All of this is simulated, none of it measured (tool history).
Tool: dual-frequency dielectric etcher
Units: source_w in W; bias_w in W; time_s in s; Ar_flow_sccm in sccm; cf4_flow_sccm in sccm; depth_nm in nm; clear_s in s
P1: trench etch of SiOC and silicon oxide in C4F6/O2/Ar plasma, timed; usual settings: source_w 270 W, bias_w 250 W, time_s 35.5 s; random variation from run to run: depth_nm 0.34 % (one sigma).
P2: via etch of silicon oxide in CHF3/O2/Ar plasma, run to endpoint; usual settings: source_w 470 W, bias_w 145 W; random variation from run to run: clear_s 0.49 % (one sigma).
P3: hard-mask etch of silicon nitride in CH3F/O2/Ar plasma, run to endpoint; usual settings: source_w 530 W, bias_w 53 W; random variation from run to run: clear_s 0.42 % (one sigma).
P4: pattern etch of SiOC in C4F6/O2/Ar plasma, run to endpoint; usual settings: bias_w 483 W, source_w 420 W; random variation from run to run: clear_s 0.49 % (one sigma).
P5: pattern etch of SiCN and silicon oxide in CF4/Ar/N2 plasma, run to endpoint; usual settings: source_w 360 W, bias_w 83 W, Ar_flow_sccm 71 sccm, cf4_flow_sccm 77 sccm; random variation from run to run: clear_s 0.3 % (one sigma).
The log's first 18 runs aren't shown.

| run | hour | process | source_w | bias_w | time_s | Ar_flow_sccm | cf4_flow_sccm | hours since the last wet clean | hours since the last source power generator calibration | hours since the last bias power generator calibration | depth_nm | clear_s |
|---|---|---|---|---|---|---|---|---|---|---|---|---|
| 19 | 258.3 | P1 | 270 | 250 | 46.0 |  |  | 497.5 | 2052.8 | 1784.7 | 89.697 |  |
| 20 | 266.3 | P1 | 270 | 180 | 35.5 |  |  | 505.5 | 2060.8 | 1792.7 | 61.640 |  |
| 21 | 281.2 | P5 | 360 | 106 |  | 71 | 77 | 520.4 | 2075.7 | 1807.6 |  | 14.492 |
| 22 | 292.5 | P5 | 460 | 83 |  | 71 | 77 | 531.7 | 2087.0 | 1818.9 |  | 12.632 |
| 23 | 301.4 | P1 | 270 | 250 | 35.5 |  |  | 540.6 | 2095.9 | 1827.8 | 69.121 |  |
| 24 | 317.9 | P4 | 420 | 586 |  |  |  | 557.1 | 2112.4 | 1844.3 |  | 16.177 |
| 25 | 330.9 | P1 | 270 | 250 | 35.5 |  |  | 570.1 | 2125.4 | 1857.3 | 69.053 |  |
| 26 | 343.2 | P1 | 270 | 250 | 24.5 |  |  | 582.4 | 2137.7 | 1869.6 | 47.786 |  |
| 27 | 354.6 | P1 | 270 | 250 | 35.5 |  |  | 593.8 | 2149.1 | 1881.0 | 69.049 |  |
| 28 | 372.0 | P2 | 470 | 145 |  |  |  | 611.2 | 2166.5 | 1898.4 |  | 481.580 |
| 29 | 385.1 | P1 | 270 | 250 | 35.5 |  |  | 624.3 | 2179.6 | 1911.5 | 69.169 |  |
| 30 | 393.3 | P1 | 270 | 250 | 35.5 |  |  | 632.5 | 2187.8 | 1919.7 | 69.864 |  |
| 31 | 402.5 | P1 | 270 | 250 | 35.5 |  |  | 641.7 | 2197.0 | 1928.9 | 69.634 |  |
| 32 | 415.2 | P1 | 270 | 250 | 35.5 |  |  | 654.4 | 2209.7 | 1941.6 | 69.636 |  |
| 33 | 431.5 | P1 | 270 | 250 | 35.5 |  |  | 670.7 | 2226.0 | 1957.9 | 70.159 |  |
|  | 432.9 | wet clean of the chamber |
| 34 | 445.7 | P1 | 270 | 250 | 35.5 |  |  | 12.9 | 2240.2 | 1972.1 | 70.561 |  |
| 35 | 459.9 | P1 | 270 | 250 | 35.5 |  |  | 27.1 | 2254.4 | 1986.3 | 70.357 |  |
| 36 | 476.6 | P1 | 270 | 250 | 35.5 |  |  | 43.8 | 2271.1 | 2003.0 | 70.731 |  |

The next listed run, before its measurement:
| 37 | 493.7 | P1 | 270 | 250 | 35.5 |  |  | 60.9 | 2288.2 | 2020.1 | ? |  |

{"run 37": {"depth_nm": 70.487}}
